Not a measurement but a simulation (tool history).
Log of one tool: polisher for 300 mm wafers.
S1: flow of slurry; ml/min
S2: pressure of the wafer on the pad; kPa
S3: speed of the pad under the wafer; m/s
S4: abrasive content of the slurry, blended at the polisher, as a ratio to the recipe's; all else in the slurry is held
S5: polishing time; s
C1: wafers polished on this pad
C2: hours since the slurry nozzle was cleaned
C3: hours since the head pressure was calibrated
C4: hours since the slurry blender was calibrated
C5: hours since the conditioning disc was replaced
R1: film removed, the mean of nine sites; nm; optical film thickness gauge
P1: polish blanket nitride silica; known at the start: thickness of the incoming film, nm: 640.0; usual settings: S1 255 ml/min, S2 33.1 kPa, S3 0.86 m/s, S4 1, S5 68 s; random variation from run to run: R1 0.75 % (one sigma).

run 1 day=0.692 | S1=255 S2=33.1 S3=0.86 S4=1 S5=68 | C1=494 C2=242.2 C3=142.3 C4=51 C5=107.7 | R1=41.781
run 2 day=1.042 | S1=255 S2=33.1 S3=0.4 S4=1 S5=68 | C1=574 C2=250.6 C3=150.7 C4=59.4 C5=116.1 | R1=22.96
run 3 day=1.421 | S1=325 S2=33.1 S3=0.86 S4=1 S5=68 | C1=662 C2=259.7 C3=159.8 C4=68.5 C5=125.2 | R1=43.275
run 4 day=1.804 | S1=255 S2=33.1 S3=0.4 S4=0.75 S5=68 | C1=750 C2=268.9 C3=169 C4=77.7 C5=134.4 | R1=19.42
run 5 day=2.242 | S1=255 S2=33.1 S3=1.08 S4=1 S5=101 | C1=850 C2=279.4 C3=179.5 C4=88.2 C5=144.9 | R1=75.301
run 6 day=2.729 | S1=255 S2=15.2 S3=0.86 S4=1 S5=68 | C1=962 C2=291.1 C3=191.2 C4=99.9 C5=156.6 | R1=19.206
run 7 day=3.133 | S1=255 S2=33.1 S3=0.86 S4=1 S5=68 | C1=1055 C2=300.8 C3=200.9 C4=109.6 C5=166.3 | R1=41.588
run 8 day=3.938 | S1=255 S2=33.1 S3=0.86 S4=1 S5=50 | C1=1240 C2=320.1 C3=220.2 C4=128.9 C5=185.6 | R1=31.088
run 9 day=4.338 | S1=255 S2=33.1 S3=0.86 S4=1.5 S5=68 | C1=1332 C2=329.7 C3=229.8 C4=138.5 C5=195.2 | R1=49.567
run 10 day=5.142 | S1=255 S2=33.1 S3=0.86 S4=0.6 S5=68 | C1=1517 C2=349 C3=249.1 C4=157.8 C5=214.5 | R1=32.416
-- day=5.192 slurry nozzle cleaned
run 11 day=5.733 | S1=255 S2=33.1 S3=1.26 S4=1 S5=68 | C1=1653 C2=13 C3=263.3 C4=172 C5=228.7 | R1=57.098
run 12 day=6.3 | S1=255 S2=33.1 S3=1.32 S4=1.25 S5=68 | C1=1783 C2=26.6 C3=276.9 C4=185.6 C5=242.3 | R1=65.313
run 13 day=7.088 | S1=255 S2=33.1 S3=0.86 S4=1 S5=68 | C1=1964 C2=45.5 C3=295.8 C4=204.5 C5=261.2 | R1=42.101
run 14 day=7.625 | S1=160 S2=33.1 S3=0.86 S4=1 S5=68 | C1=2088 C2=58.4 C3=308.7 C4=217.4 C5=274.1 | R1=39.682
run 15 day=8.125 | S1=255 S2=49 S3=0.86 S4=1 S5=68 | C1=2203 C2=70.4 C3=320.7 C4=229.4 C5=286.1 | R1=62.733
run 16 day=8.788 | S1=255 S2=33.1 S3=0.86 S4=1 S5=104 | C1=2355 C2=86.3 C3=336.6 C4=245.3 C5=302 | R1=63.867
run 17 day=9.133 | S1=255 S2=33.1 S3=0.86 S4=1 S5=68 | C1=2434 C2=94.6 C3=344.9 C4=253.6 C5=310.3 | R1=41.916
run 18 day=9.867 | S1=255 S2=33.1 S3=0.86 S4=1 S5=68 | C1=2603 C2=112.2 C3=362.5 C4=271.2 C5=327.9 | R1=42.129
run 19 day=10.421 | S1=255 S2=33.1 S3=0.86 S4=1 S5=68 | C1=2730 C2=125.5 C3=375.8 C4=284.5 C5=341.2 | R1=41.161
run 20 day=10.854 | S1=255 S2=33.1 S3=0.86 S4=1 S5=68 | C1=2830 C2=135.9 C3=386.2 C4=294.9 C5=351.6 | R1=39.632
run 21 day=11.504 | S1=255 S2=33.1 S3=0.86 S4=1 S5=68 | C1=2979 C2=151.5 C3=401.8 C4=310.5 C5=367.2 | R1=38.834
run 22 day=12.1 | S1=255 S2=33.1 S3=0.86 S4=1 S5=68 | C1=3116 C2=165.8 C3=416.1 C4=324.8 C5=381.5 | R1=38.723
-- day=12.65 head pressure recalibrated
run 23 day=12.854 | S1=255 S2=33.1 S3=0.86 S4=1 S5=68 | C1=3290 C2=183.9 C3=4.9 C4=342.9 C5=399.6 | R1=37.608
-- day=13.2 slurry nozzle cleaned
run 24 day=13.633 | S1=255 S2=33.1 S3=0.86 S4=1 S5=68 | C1=3469 C2=10.4 C3=23.6 C4=361.6 C5=418.3 | R1=37.428
-- day=14.192 conditioning disc replaced and pad reconditioned
run 25 day=14.412 | S1=255 S2=33.1 S3=0.86 S4=1 S5=68 | C1=3648 C2=29.1 C3=42.3 C4=380.3 C5=5.4 | R1=37.327
run 26 day=15.204 | S1=255 S2=33.1 S3=0.86 S4=1 S5=68 | C1=3830 C2=48.1 C3=61.3 C4=399.3 C5=24.4 | R1=37.205
run 27 day=15.767 | S1=255 S2=33.1 S3=0.86 S4=1 S5=68 | C1=3959 C2=61.6 C3=74.8 C4=412.8 C5=37.9 | R1=37.763
run 28 day=16.567 | S1=255 S2=33.1 S3=0.86 S4=1 S5=68 | C1=4143 C2=80.8 C3=94 C4=432 C5=57.1 | R1=37.239
run 29 day=17.046 | S1=255 S2=33.1 S3=0.86 S4=1 S5=68 | C1=4253 C2=92.3 C3=105.5 C4=443.5 C5=68.6 | R1=37.115

What P1 gives has crept away from where it was. These 2 causes fit the log equally well, each at the size given:
A: removal rate lost through wear of the pad, % = 12
B: abrasive missing from the slurry, % = 23.1
The creep began at about day 9.867.
Why every other cause is out:
slurry flow missing at the pad, %: serviced at day 13.2, which brought nothing back
head's pressure below its setpoint, %: serviced at day 12.65, which brought nothing back
time polished since the conditioner stopped cutting, s: serviced at day 14.192, which brought nothing back

4 check runs are offered, each on 5 wafers whose results are averaged, their results left as question marks. Which one tells the causes apart?
run check 1 day=17.525 | S1=255 S2=46.2 S3=0.86 S4=1 S5=68 | R1=?
run check 2 day=17.525 | S1=255 S2=33.1 S3=0.5 S4=1 S5=68 | R1=?
run check 3 day=17.525 | S1=255 S2=20 S3=0.86 S4=0.65 S5=68 | R1=?
run check 4 day=17.525 | S1=255 S2=26.2 S3=0.4 S4=1 S5=68 | R1=?

What each check would give under each cause:
check=check_1 result=R1 if_A=51.694 if_B=51.686
check=check_2 result=R1 if_A=23.999 if_B=23.995
check=check_3 result=R1 if_A=17.975 if_B=17.477
check=check_4 result=R1 if_A=15.893 if_B=15.89
How far apart the two closest causes lie, in the result that separates them most: check 1 0.02 %; check 2 0.02 %; check 3 2.81 %; check 4 0.02 %
Only check 3 tells the causes apart: in the others they would give nearly the same result.

Then check 3 was run and gave: R1 17.501 nm. Which cause is it?

It is B: abrasive missing from the slurry, %.

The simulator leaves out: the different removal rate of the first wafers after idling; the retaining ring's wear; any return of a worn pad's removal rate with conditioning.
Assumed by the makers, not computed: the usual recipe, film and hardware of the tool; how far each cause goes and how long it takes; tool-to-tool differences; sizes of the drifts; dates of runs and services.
